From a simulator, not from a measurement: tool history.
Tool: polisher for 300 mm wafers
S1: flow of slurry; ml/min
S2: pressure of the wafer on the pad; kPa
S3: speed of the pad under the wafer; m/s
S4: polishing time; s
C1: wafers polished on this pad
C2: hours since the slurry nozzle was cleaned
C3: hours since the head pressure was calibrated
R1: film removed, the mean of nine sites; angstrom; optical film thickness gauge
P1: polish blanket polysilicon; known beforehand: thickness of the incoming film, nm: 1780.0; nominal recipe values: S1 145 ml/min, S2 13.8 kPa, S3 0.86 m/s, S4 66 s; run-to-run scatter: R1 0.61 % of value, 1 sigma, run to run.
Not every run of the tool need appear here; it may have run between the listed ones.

| run | hour | S1 | S2 | S3 | S4 | C1 | C2 | C3 | R1 |
|---|---|---|---|---|---|---|---|---|---|
| 1 | 3 | 145 | 13.8 | 0.86 | 66 | 321 | 454.9 | 796.7 | 3066.1 |
| 2 | 7.6 | 145 | 13.8 | 0.86 | 66 | 357 | 459.5 | 801.3 | 3030.5 |
| 3 | 11.2 | 180 | 13.8 | 0.86 | 90 | 385 | 463.1 | 804.9 | 4279.3 |
| 4 | 13.9 | 200 | 13.8 | 0.86 | 66 | 407 | 465.8 | 807.6 | 3203.3 |
|  | 15.4 | slurry nozzle cleaned |
| 5 | 18.2 | 145 | 19.3 | 0.86 | 87 | 440 | 2.9 | 811.9 | 5642.9 |
| 6 | 22.4 | 145 | 13.8 | 0.64 | 66 | 473 | 7.1 | 816.1 | 2288.2 |
| 7 | 25.4 | 145 | 13.8 | 0.86 | 66 | 497 | 10.1 | 819.1 | 3058.5 |
| 8 | 29.7 | 145 | 13.8 | 1.36 | 66 | 531 | 14.4 | 823.4 | 4807.5 |
| 9 | 34.1 | 90 | 13.8 | 0.86 | 66 | 565 | 18.8 | 827.8 | 2750.5 |
| 10 | 37.8 | 145 | 13.8 | 0.86 | 97 | 594 | 22.5 | 831.5 | 4489.3 |
| 11 | 41.5 | 145 | 13.8 | 0.86 | 66 | 623 | 26.2 | 835.2 | 3082.8 |
| 12 | 45.4 | 145 | 8.3 | 0.86 | 34 | 654 | 30.1 | 839.1 | 944.39 |
| 13 | 49.1 | 145 | 13.8 | 0.86 | 66 | 683 | 33.8 | 842.8 | 3081.9 |
| 14 | 52.4 | 145 | 13.8 | 0.86 | 40 | 709 | 37.1 | 846.1 | 1864.2 |
| 15 | 56.8 | 145 | 20 | 0.86 | 66 | 744 | 41.5 | 850.5 | 4446.4 |
| 16 | 60 | 145 | 13.8 | 0.86 | 66 | 769 | 44.7 | 853.7 | 3077 |
| 17 | 63.3 | 145 | 9 | 0.86 | 66 | 795 | 48 | 857 | 2016.9 |

Predict the results of run 18:
| 18 | 67.3 | 145 | 13.8 | 0.86 | 66 | 826 | 52 | 861 | ? |

{"run 18": {"R1": 3073.3}}
